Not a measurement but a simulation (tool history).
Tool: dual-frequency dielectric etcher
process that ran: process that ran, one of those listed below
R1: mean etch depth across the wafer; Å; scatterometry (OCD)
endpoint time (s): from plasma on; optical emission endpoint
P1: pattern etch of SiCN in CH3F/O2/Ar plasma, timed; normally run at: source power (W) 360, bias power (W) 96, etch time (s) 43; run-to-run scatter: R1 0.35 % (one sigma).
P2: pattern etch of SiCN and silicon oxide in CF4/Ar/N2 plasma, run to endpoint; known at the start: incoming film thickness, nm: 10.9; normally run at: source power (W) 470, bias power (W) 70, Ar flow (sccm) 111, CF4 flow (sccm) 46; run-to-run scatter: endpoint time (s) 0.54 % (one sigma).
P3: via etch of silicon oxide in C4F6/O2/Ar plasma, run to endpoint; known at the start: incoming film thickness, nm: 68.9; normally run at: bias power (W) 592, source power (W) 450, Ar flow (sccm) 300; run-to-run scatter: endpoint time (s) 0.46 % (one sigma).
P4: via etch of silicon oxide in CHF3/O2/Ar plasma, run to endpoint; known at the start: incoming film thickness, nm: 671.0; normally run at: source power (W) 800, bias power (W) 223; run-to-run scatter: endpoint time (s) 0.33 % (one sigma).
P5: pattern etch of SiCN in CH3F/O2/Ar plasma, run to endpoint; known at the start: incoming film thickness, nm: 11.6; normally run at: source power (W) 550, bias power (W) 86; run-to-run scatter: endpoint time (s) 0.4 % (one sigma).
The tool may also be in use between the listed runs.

{"run": 1, "hour": 4.2, "process that ran": "P1", "source power (W)": 360, "bias power (W)": 96, "etch time (s)": 43, "R1": 170.75}
{"run": 2, "hour": 7.9, "process that ran": "P1", "source power (W)": 360, "bias power (W)": 124, "etch time (s)": 24.5, "R1": 107.97}
{"run": 3, "hour": 11.0, "process that ran": "P3", "source power (W)": 450, "bias power (W)": 592, "Ar flow (sccm)": 300, "endpoint time (s)": 13.491}
{"run": 4, "hour": 14.5, "process that ran": "P2", "source power (W)": 270, "bias power (W)": 70, "Ar flow (sccm)": 111, "CF4 flow (sccm)": 46, "endpoint time (s)": 21.079}
{"run": 5, "hour": 18.8, "process that ran": "P1", "source power (W)": 480, "bias power (W)": 96, "etch time (s)": 43, "R1": 190.24}
{"run": 6, "hour": 22.1, "process that ran": "P1", "source power (W)": 360, "bias power (W)": 96, "etch time (s)": 43, "R1": 171.39}
{"run": 7, "hour": 27.1, "process that ran": "P3", "source power (W)": 450, "bias power (W)": 592, "Ar flow (sccm)": 384, "endpoint time (s)": 13.955}
{"run": 8, "hour": 32.8, "process that ran": "P4", "source power (W)": 800, "bias power (W)": 223, "endpoint time (s)": 282.46}
{"run": 9, "hour": 36.9, "process that ran": "P5", "source power (W)": 360, "bias power (W)": 86, "endpoint time (s)": 30.297}
{"run": 10, "hour": 42.1, "process that ran": "P5", "source power (W)": 550, "bias power (W)": 86, "endpoint time (s)": 25.853}
{"run": 11, "hour": 46.9, "process that ran": "P3", "source power (W)": 450, "bias power (W)": 592, "Ar flow (sccm)": 300, "endpoint time (s)": 13.485}
{"run": 12, "hour": 51.7, "process that ran": "P4", "source power (W)": 800, "bias power (W)": 270, "endpoint time (s)": 266.65}
{"run": 13, "hour": 55.2, "process that ran": "P3", "source power (W)": 280, "bias power (W)": 592, "Ar flow (sccm)": 300, "endpoint time (s)": 15.891}
{"run": 14, "hour": 61.0, "process that ran": "P1", "source power (W)": 280, "bias power (W)": 96, "etch time (s)": 52, "R1": 190.76}
{"run": 15, "hour": 63.9, "process that ran": "P1", "source power (W)": 360, "bias power (W)": 121, "etch time (s)": 25, "R1": 108.72}
{"run": 16, "hour": 67.5, "process that ran": "P5", "source power (W)": 550, "bias power (W)": 121, "endpoint time (s)": 22.83}
{"run": 17, "hour": 72.1, "process that ran": "P2", "source power (W)": 470, "bias power (W)": 46, "Ar flow (sccm)": 111, "CF4 flow (sccm)": 46, "endpoint time (s)": 15.185}
{"run": 18, "hour": 77.9, "process that ran": "P4", "source power (W)": 470, "bias power (W)": 223, "endpoint time (s)": 346.16}
{"run": 19, "hour": 81.1, "process that ran": "P2", "source power (W)": 470, "bias power (W)": 70, "Ar flow (sccm)": 66, "CF4 flow (sccm)": 46, "endpoint time (s)": 12.147}
{"hour": 86.3, "done": "bias power generator calibrated"}
{"run": 20, "hour": 87.6, "process that ran": "P1", "source power (W)": 360, "bias power (W)": 119, "etch time (s)": 43, "R1": 186.72}
{"run": 21, "hour": 93.5, "process that ran": "P3", "source power (W)": 450, "bias power (W)": 746, "Ar flow (sccm)": 300, "endpoint time (s)": 12.26}
{"run": 22, "hour": 98.9, "process that ran": "P2", "source power (W)": 470, "bias power (W)": 70, "Ar flow (sccm)": 111, "CF4 flow (sccm)": 64, "endpoint time (s)": 12.383}
{"run": 23, "hour": 103.8, "process that ran": "P1", "source power (W)": 250, "bias power (W)": 96, "etch time (s)": 43, "R1": 150.12}
{"run": 24, "hour": 109.0, "process that ran": "P1", "source power (W)": 360, "bias power (W)": 96, "etch time (s)": 59, "R1": 234.95}
{"run": 25, "hour": 112.1, "process that ran": "P1", "source power (W)": 360, "bias power (W)": 96, "etch time (s)": 43, "R1": 171.12}
{"run": 26, "hour": 115.5, "process that ran": "P2", "source power (W)": 470, "bias power (W)": 70, "Ar flow (sccm)": 111, "CF4 flow (sccm)": 46, "endpoint time (s)": 12.918}
{"run": 27, "hour": 119.3, "process that ran": "P5", "source power (W)": 550, "bias power (W)": 86, "endpoint time (s)": 26.052}
{"run": 28, "hour": 124.7, "process that ran": "P1", "source power (W)": 360, "bias power (W)": 96, "etch time (s)": 43, "R1": 171.25}
{"run": 29, "hour": 130.6, "process that ran": "P1", "source power (W)": 360, "bias power (W)": 96, "etch time (s)": 43, "R1": 171.52}
{"run": 30, "hour": 134.7, "process that ran": "P1", "source power (W)": 360, "bias power (W)": 96, "etch time (s)": 43, "R1": 172.06}
{"run": 31, "hour": 138.6, "process that ran": "P1", "source power (W)": 360, "bias power (W)": 96, "etch time (s)": 23.5, "R1": 93.829}
{"run": 32, "hour": 144.0, "process that ran": "P1", "source power (W)": 360, "bias power (W)": 75, "etch time (s)": 43, "R1": 157.16}
{"run": 33, "hour": 148.6, "process that ran": "P1", "source power (W)": 360, "bias power (W)": 96, "etch time (s)": 43, "R1": 170.86}
{"run": 34, "hour": 154.8, "process that ran": "P1", "source power (W)": 360, "bias power (W)": 96, "etch time (s)": 43, "R1": 169.62}
{"run": 35, "hour": 161.4, "process that ran": "P1", "source power (W)": 360, "bias power (W)": 96, "etch time (s)": 43, "R1": 169.97}
{"run": 36, "hour": 167.9, "process that ran": "P1", "source power (W)": 360, "bias power (W)": 96, "etch time (s)": 43, "R1": 169.32}
{"run": 37, "hour": 174.2, "process that ran": "P1", "source power (W)": 360, "bias power (W)": 96, "etch time (s)": 43, "R1": 169.58}
{"hour": 175.1, "done": "wet clean of the chamber"}
{"run": 38, "hour": 178.3, "process that ran": "P1", "source power (W)": 360, "bias power (W)": 96, "etch time (s)": 43, "R1": 168.99}
{"run": 39, "hour": 183.3, "process that ran": "P1", "source power (W)": 360, "bias power (W)": 96, "etch time (s)": 43, "R1": 168.69}
{"run": 40, "hour": 186.5, "process that ran": "P1", "source power (W)": 360, "bias power (W)": 96, "etch time (s)": 43, "R1": 169.62}
{"run": 41, "hour": 191.8, "process that ran": "P1", "source power (W)": 360, "bias power (W)": 96, "etch time (s)": 43, "R1": 168.67}
{"run": 42, "hour": 195.5, "process that ran": "P1", "source power (W)": 360, "bias power (W)": 96, "etch time (s)": 43, "R1": 168.55}

What P1 gives has crept away from where it was. These 2 causes fit the log equally well, each at the size given:
A: source power that arrives under what is set, % = 4.67
B: bias power that arrives under what is set, % = 4.59
The creep began at about hour 148.6.
Why every other cause is out:
chamber walls in a state that lowers the etch rate, %: serviced at hour 175.1, which brought nothing back

4 check runs are offered, each on 3 wafers whose results are averaged, their results left as question marks. Which one tells the causes apart?
{"run": "check 1", "hour": 199.2, "process that ran": "P3", "source power (W)": 330, "bias power (W)": 734, "Ar flow (sccm)": 300, "endpoint time (s)": "?"}
{"run": "check 2", "hour": 199.2, "process that ran": "P2", "source power (W)": 280, "bias power (W)": 70, "Ar flow (sccm)": 111, "CF4 flow (sccm)": 46, "endpoint time (s)": "?"}
{"run": "check 3", "hour": 199.2, "process that ran": "P4", "source power (W)": 480, "bias power (W)": 223, "endpoint time (s)": "?"}
{"run": "check 4", "hour": 199.2, "process that ran": "P5", "source power (W)": 420, "bias power (W)": 101, "endpoint time (s)": "?"}

What each check would give under each cause:
check=check_1 result=endpoint_time_(s) if_A=14.113 if_B=14.13
check=check_2 result=endpoint_time_(s) if_A=21.39 if_B=20.883
check=check_3 result=endpoint_time_(s) if_A=350.61 if_B=350.13
check=check_4 result=endpoint_time_(s) if_A=27.534 if_B=27.534
How far apart the two closest causes lie, in the result that separates them most: check 1 0.13 %; check 2 2.4 %; check 3 0.14 %; check 4 0 %
Check 2 tells the causes apart: in the others they would give nearly the same result.

Check 2 was then run and gave: endpoint time (s) 20.887. Which cause is it?

It is B: bias power that arrives under what is set, %.

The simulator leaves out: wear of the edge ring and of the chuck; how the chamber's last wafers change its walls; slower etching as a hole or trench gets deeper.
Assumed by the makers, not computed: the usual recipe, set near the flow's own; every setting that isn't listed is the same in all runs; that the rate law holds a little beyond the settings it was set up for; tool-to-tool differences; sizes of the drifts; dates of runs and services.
